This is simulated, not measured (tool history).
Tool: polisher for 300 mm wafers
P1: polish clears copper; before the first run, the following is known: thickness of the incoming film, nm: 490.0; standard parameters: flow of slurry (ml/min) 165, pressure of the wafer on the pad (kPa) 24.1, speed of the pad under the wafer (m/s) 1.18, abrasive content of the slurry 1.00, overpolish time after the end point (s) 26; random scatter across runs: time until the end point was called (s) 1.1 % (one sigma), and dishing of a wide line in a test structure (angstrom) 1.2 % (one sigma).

run,day,flow of slurry (ml/min),pressure of the wafer on the pad (kPa),speed of the pad under the wafer (m/s),abrasive content of the slurry,overpolish time after the end point (s),wafers polished on this pad,hours since the slurry nozzle was cleaned,hours since the head pressure was calibrated,hours since the slurry blender was calibrated,time until the end point was called (s),dishing of a wide line in a test structure (angstrom)
1,0.171,165,24.1,1.18,1.00,26,648,29.5,303.0,137.4,110.000,550.29
2,0.350,165,24.1,1.18,1.00,26,672,33.8,307.3,141.7,108.380,533.26
3,0.708,165,24.1,1.18,1.35,26,720,42.4,315.9,150.3,104.080,551.30
4,0.983,165,11.0,1.18,1.00,26,756,49.0,322.5,156.9,238.630,313.83
5,1.317,220,24.1,1.18,1.00,26,800,57.0,330.5,164.9,104.180,534.35
6,1.596,165,24.1,1.18,0.55,26,837,63.7,337.2,171.6,123.650,508.57
7,1.862,165,24.1,1.18,1.00,8,873,70.1,343.6,178.0,106.900,243.40
8,2.071,165,24.1,1.18,1.00,26,900,75.1,348.6,183.0,109.470,541.54
9,2.250,165,24.1,1.18,1.00,26,924,79.4,352.9,187.3,106.830,542.03
10,2.433,165,24.1,1.18,1.00,46,948,83.8,357.3,191.7,109.610,669.09
11,2.796,165,24.1,0.82,1.00,26,996,92.5,366.0,200.4,155.500,438.75
12,3.167,165,24.1,1.18,1.00,26,1046,101.4,374.9,209.3,109.840,532.73
13,3.483,165,24.1,1.18,1.00,26,1087,109.0,382.5,216.9,108.060,545.14
14,3.708,110,24.1,1.18,1.00,26,1117,114.4,387.9,222.3,120.530,515.28
15,4.017,165,24.1,1.72,1.00,26,1158,121.8,395.3,229.7,74.548,624.49
16,4.346,165,37.2,1.18,1.00,26,1202,129.7,403.2,237.6,71.291,671.94
17,4.562,165,24.1,1.18,1.00,26,1231,134.9,408.4,242.8,107.250,546.38
18,4.858,100,24.1,1.18,1.00,39,1270,142.0,415.5,249.9,120.540,616.40
19,5.183,165,24.1,1.18,1.00,26,1313,149.8,423.3,257.7,109.540,536.33
20,5.404,165,24.1,1.18,1.00,26,1342,155.1,428.6,263.0,111.150,526.50
21,5.738,165,24.1,1.18,1.00,26,1386,163.1,436.6,271.0,114.270,515.75
# day 5.788: slurry blender recalibrated
22,6.075,165,24.1,1.18,1.00,26,1431,171.2,444.7,7.0,118.010,518.68
23,6.296,165,24.1,1.18,1.00,26,1460,176.5,450.0,12.3,118.960,523.13
# day 6.425: head pressure recalibrated
24,6.662,165,24.1,1.18,1.00,26,1509,185.3,5.7,21.1,121.730,512.14
25,6.867,165,24.1,1.18,1.00,26,1536,190.2,10.6,26.0,120.390,518.66

The output of P1 has drifted from where it used to be. Each of the 2 causes below, taken at the size shown beside it, accounts for the log equally well:
A: slurry flow missing at the pad, % = 38
B: removal rate lost through wear of the pad, % = 9.05
At approximately day 5.183, the process output began to creep.
The rest of the possible causes, and what rules out each one:
head's pressure below its setpoint, %: was serviced at day 6.425, once the creep was under way, yet the earlier output never came back
abrasive missing from the slurry, %: was serviced at day 5.788, once the creep was under way, yet the earlier output never came back

Which of the 4 check runs listed below, each an average over 5 wafers with its results shown as question marks, gives clearly different results under the different listed causes?
check 1,7.071,115,24.1,1.18,1.00,8,,,,,?,?
check 2,7.071,165,11.0,1.18,1.00,26,,,,,?,?
check 3,7.071,165,24.1,0.84,0.60,26,,,,,?,?
check 4,7.071,165,13.8,1.18,0.60,26,,,,,?,?

If the cause were each of the candidates in turn, the checks would give the following:
check,result,if A,if B
check 1,time until the end point was called (s),133.000,128.320
check 1,dishing of a wide line in a test structure (angstrom),208.36,214.73
check 2,time until the end point was called (s),262.320,262.340
check 2,dishing of a wide line in a test structure (angstrom),292.37,292.36
check 3,time until the end point was called (s),187.310,187.320
check 3,dishing of a wide line in a test structure (angstrom),394.72,394.70
check 4,time until the end point was called (s),233.340,233.360
check 4,dishing of a wide line in a test structure (angstrom),324.18,324.17
Separation of the two closest causes in each check, using whichever result separates them best: check 1 3.58 %; check 2 0.01 %; check 3 0.01 %; check 4 0.01 %
Only in check 1 would the causes give clearly different results; in the remaining checks their results would be nearly the same.

Check 1 has now been run. It gave: time until the end point was called (s) 133.460; dishing of a wide line in a test structure (angstrom) 208.51. Which of the candidate causes is it?

It was cause A: slurry flow missing at the pad, %.
